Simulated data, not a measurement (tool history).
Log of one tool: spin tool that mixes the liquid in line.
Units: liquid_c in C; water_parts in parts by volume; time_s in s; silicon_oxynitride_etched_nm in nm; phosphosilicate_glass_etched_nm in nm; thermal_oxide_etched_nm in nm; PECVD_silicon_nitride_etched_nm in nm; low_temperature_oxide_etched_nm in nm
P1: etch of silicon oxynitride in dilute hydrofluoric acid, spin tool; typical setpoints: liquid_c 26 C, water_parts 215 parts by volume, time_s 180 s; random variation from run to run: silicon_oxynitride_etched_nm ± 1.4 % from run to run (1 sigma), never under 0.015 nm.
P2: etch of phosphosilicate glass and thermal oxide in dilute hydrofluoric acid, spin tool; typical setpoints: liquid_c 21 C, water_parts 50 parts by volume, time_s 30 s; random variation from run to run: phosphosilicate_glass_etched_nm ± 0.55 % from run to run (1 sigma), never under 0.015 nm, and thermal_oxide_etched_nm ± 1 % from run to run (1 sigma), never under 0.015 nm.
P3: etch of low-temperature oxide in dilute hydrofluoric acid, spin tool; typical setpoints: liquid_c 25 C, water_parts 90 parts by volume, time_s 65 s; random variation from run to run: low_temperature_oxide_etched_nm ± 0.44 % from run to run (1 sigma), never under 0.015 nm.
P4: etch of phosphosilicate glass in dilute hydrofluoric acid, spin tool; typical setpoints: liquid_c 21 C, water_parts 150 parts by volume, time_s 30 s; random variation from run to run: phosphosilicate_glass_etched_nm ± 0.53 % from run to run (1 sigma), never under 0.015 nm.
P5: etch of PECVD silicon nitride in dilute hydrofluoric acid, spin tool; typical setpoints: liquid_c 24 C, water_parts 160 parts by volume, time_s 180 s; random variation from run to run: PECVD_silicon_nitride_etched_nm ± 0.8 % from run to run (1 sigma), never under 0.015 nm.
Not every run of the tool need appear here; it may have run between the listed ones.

| run | hour | process | liquid_c | water_parts | time_s | hours since the thermometer was replaced | hours since the hydrofluoric acid flow meter was replaced | silicon_oxynitride_etched_nm | phosphosilicate_glass_etched_nm | thermal_oxide_etched_nm | PECVD_silicon_nitride_etched_nm | low_temperature_oxide_etched_nm |
|---|---|---|---|---|---|---|---|---|---|---|---|---|
| 1 | 10.4 | P1 | 26 | 215 | 180 | 313 | 206.4 | 1.8726 |  |  |  |  |
| 2 | 20.7 | P4 | 17 | 150 | 30 | 323.3 | 216.7 |  | 10.702 |  |  |  |
| 3 | 31.1 | P2 | 21 | 50 | 15 | 333.7 | 227.1 |  | 52.337 | 1.3246 |  |  |
| 4 | 40.9 | P1 | 26 | 215 | 50 | 343.5 | 236.9 | 0.53325 |  |  |  |  |
| 5 | 46.8 | P1 | 26 | 215 | 180 | 349.4 | 242.8 | 1.8875 |  |  |  |  |
| 6 | 55.1 | P1 | 26 | 215 | 180 | 357.7 | 251.1 | 1.9249 |  |  |  |  |
| 7 | 60.6 | P1 | 19.5 | 215 | 180 | 363.2 | 256.6 | 1.4259 |  |  |  |  |
| 8 | 72 | P5 | 24 | 160 | 315 | 374.6 | 268 |  |  |  | 5.9457 |  |
| 9 | 77.6 | P4 | 21 | 150 | 60 | 380.2 | 273.6 |  | 25.288 |  |  |  |
| 10 | 84.3 | P3 | 32 | 90 | 65 | 386.9 | 280.3 |  |  |  |  | 35.047 |
| 11 | 91.1 | P5 | 17.5 | 160 | 180 | 393.7 | 287.1 |  |  |  | 2.2101 |  |
| 12 | 100.9 | P3 | 25 | 90 | 120 | 403.5 | 296.9 |  |  |  |  | 49.612 |
| 13 | 107.9 | P2 | 21 | 50 | 30 | 410.5 | 303.9 |  | 104.98 | 2.6484 |  |  |
| 14 | 114 | P3 | 25 | 135 | 65 | 416.6 | 310 |  |  |  |  | 16.762 |
| 15 | 119.7 | P1 | 26 | 90 | 180 | 422.3 | 315.7 | 5.0446 |  |  |  |  |
| 16 | 129.5 | P2 | 21 | 75 | 30 | 432.1 | 325.5 |  | 68.566 | 1.7172 |  |  |
| 17 | 136.9 | P1 | 26 | 215 | 320 | 439.5 | 332.9 | 3.4402 |  |  |  |  |
|  | 143.9 | hydrofluoric acid flow meter replaced |
| 18 | 145.3 | P1 | 26 | 215 | 180 | 447.9 | 1.5 | 1.9163 |  |  |  |  |
| 19 | 155.8 | P5 | 24 | 80 | 180 | 458.4 | 12 |  |  |  | 6.6382 |  |
| 20 | 164.6 | P1 | 21 | 215 | 100 | 467.2 | 20.8 | 0.88628 |  |  |  |  |
| 21 | 171.2 | P2 | 17 | 50 | 30 | 473.8 | 27.4 |  | 89.199 | 2.2853 |  |  |
| 22 | 179 | P3 | 25 | 90 | 65 | 481.6 | 35.2 |  |  |  |  | 26.841 |
| 23 | 190.6 | P4 | 21 | 150 | 30 | 493.2 | 46.8 |  | 12.532 |  |  |  |
| 24 | 200.7 | P4 | 21 | 240 | 30 | 503.3 | 56.9 |  | 7.1966 |  |  |  |
| 25 | 206.2 | P5 | 24 | 160 | 180 | 508.8 | 62.4 |  |  |  | 3.3842 |  |
| 26 | 214.4 | P2 | 21 | 50 | 30 | 517 | 70.6 |  | 105.33 | 2.625 |  |  |
| 27 | 222.6 | P1 | 26 | 215 | 180 | 525.2 | 78.8 | 1.8936 |  |  |  |  |
| 28 | 231.6 | P1 | 31.5 | 215 | 180 | 534.2 | 87.8 | 2.398 |  |  |  |  |
| 29 | 243.4 | P1 | 26 | 335 | 180 | 546 | 99.6 | 1.1561 |  |  |  |  |
| 30 | 254.2 | P1 | 26 | 215 | 180 | 556.8 | 110.4 | 1.9396 |  |  |  |  |
| 31 | 259.4 | P1 | 26 | 215 | 180 | 562 | 115.6 | 1.9593 |  |  |  |  |
| 32 | 269.1 | P1 | 26 | 215 | 180 | 571.7 | 125.3 | 2.063 |  |  |  |  |
| 33 | 274.8 | P1 | 26 | 215 | 180 | 577.4 | 131 | 2.0432 |  |  |  |  |
| 34 | 286.8 | P1 | 26 | 215 | 180 | 589.4 | 143 | 2.1081 |  |  |  |  |
| 35 | 297.4 | P1 | 26 | 215 | 180 | 600 | 153.6 | 2.0773 |  |  |  |  |
| 36 | 307.8 | P1 | 26 | 215 | 180 | 610.4 | 164 | 2.1245 |  |  |  |  |
| 37 | 317.3 | P1 | 26 | 215 | 180 | 619.9 | 173.5 | 2.0678 |  |  |  |  |
| 38 | 325.7 | P1 | 26 | 215 | 180 | 628.3 | 181.9 | 2.1079 |  |  |  |  |
| 39 | 335.7 | P1 | 26 | 215 | 180 | 638.3 | 191.9 | 2.1132 |  |  |  |  |
| 40 | 341.2 | P1 | 26 | 215 | 180 | 643.8 | 197.4 | 2.1181 |  |  |  |  |

P1 no longer gives what it gave before; its output has crept away from where it was. The following 2 causes, each at its listed size, fit the log equally well:
A: hydrofluoric acid flow above the setpoint (%) = 7.97
B: liquid hotter than its thermometer reads (K) = 2.09
Onset of the creep was near hour 254.2.

Each of the check runs listed below is run on 2 wafers and reports their average, with the results left as question marks. Pick the one under which the possible causes would lead to clearly different results.
| check 1 | 346.7 | P4 | 21 | 150 | 30 |  |  |  | ? |  |  |  |
| check 2 | 346.7 | P3 | 25 | 90 | 65 |  |  |  |  |  |  | ? |
| check 3 | 346.7 | P2 | 21 | 50 | 30 |  |  |  | ? | ? |  |  |
| check 4 | 346.7 | P5 | 24 | 160 | 180 |  |  |  |  |  | ? |  |

What every check run would give for each of its results, assuming each possible cause in turn:
| check | result | if A | if B |
|---|---|---|---|
| check 1 | phosphosilicate_glass_etched_nm | 13.758 | 13.661 |
| check 2 | low_temperature_oxide_etched_nm | 29.127 | 29.032 |
| check 3 | phosphosilicate_glass_etched_nm | 113.96 | 114.66 |
| check 3 | thermal_oxide_etched_nm | 2.8986 | 2.9165 |
| check 4 | PECVD_silicon_nitride_etched_nm | 3.6336 | 3.8474 |
Separation of the two closest causes in each check, using whichever result separates them best: check 1 0.71 %; check 2 0.33 %; check 3 0.61 %; check 4 5.72 %
Of the check runs offered, only check 4 discriminates between the causes; the rest would read about the same regardless of which cause applies.

Here is what check 4 returned: PECVD_silicon_nitride_etched_nm 3.6312 nm. Which cause is it?

The cause is A: hydrofluoric acid flow above the setpoint (%).

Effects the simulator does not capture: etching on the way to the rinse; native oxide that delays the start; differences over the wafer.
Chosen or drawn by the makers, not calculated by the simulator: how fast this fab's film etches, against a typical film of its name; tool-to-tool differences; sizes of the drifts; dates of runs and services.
